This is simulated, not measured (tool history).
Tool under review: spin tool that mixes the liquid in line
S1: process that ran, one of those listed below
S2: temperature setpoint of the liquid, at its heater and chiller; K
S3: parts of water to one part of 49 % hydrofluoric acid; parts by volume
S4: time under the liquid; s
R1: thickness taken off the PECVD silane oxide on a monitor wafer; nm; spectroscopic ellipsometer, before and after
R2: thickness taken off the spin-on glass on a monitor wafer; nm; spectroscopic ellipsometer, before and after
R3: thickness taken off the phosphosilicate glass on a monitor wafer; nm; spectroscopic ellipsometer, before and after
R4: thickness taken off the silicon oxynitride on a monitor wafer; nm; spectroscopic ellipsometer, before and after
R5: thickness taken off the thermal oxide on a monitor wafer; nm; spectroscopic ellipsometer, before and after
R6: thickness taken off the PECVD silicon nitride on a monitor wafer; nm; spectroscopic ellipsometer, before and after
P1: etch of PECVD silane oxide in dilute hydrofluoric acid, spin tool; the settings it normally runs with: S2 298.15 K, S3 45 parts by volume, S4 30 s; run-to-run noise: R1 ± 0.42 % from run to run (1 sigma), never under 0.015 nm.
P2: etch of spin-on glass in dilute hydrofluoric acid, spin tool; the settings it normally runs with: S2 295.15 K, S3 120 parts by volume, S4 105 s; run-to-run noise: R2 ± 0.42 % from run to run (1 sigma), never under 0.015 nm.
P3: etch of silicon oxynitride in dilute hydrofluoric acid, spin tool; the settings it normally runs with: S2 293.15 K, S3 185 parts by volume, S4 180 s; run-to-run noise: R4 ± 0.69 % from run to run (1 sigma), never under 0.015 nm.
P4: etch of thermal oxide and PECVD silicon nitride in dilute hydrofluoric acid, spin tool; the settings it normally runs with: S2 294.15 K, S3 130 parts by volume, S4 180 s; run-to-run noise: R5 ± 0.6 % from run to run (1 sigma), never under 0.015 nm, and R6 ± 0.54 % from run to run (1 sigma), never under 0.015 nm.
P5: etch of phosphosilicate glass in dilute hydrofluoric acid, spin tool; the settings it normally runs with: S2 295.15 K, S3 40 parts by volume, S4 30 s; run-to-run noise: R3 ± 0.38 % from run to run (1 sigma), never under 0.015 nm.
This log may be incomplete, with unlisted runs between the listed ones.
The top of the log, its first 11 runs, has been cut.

run    day  S1      S2   S3   S4      R1      R2      R3       R4      R5      R6
 12  3.462  P3  293.15  185  180                           3.5276
 13  3.767  P3  297.65  185  180                           4.3319
 14  4.017  P1  298.15   45   30  19.936
       4.1  -- hydrofluoric acid flow meter replaced
 15  4.271  P3  293.15   80  180                           8.7084
 16  4.538  P4  294.15  130  180                                   5.5972  6.6437
 17  4.825  P2  295.15  120  105          34.245
 18  4.983  P5  295.15   40   30                  126.89
 19  5.283  P1  298.15   30   30  30.788
 20  5.604  P3  293.15  185   40                          0.77736
 21  5.792  P1  298.15   45   30  20.194
 22  6.004  P4  294.15  190  180                                   3.5354   4.599
 23  6.262  P4  294.15  130  315                                   9.7413  11.599
 24   6.55  P1  305.65   45   30   27.34
 25  6.721  P2  299.15  120  105          39.753
 26    6.9  P5  300.15   40   30                  155.78

Estimate the outcome of run 27 from the log above:
 27  7.121  P2  295.15  120  45       ?

{"run 27": {"R2": 14.537}}
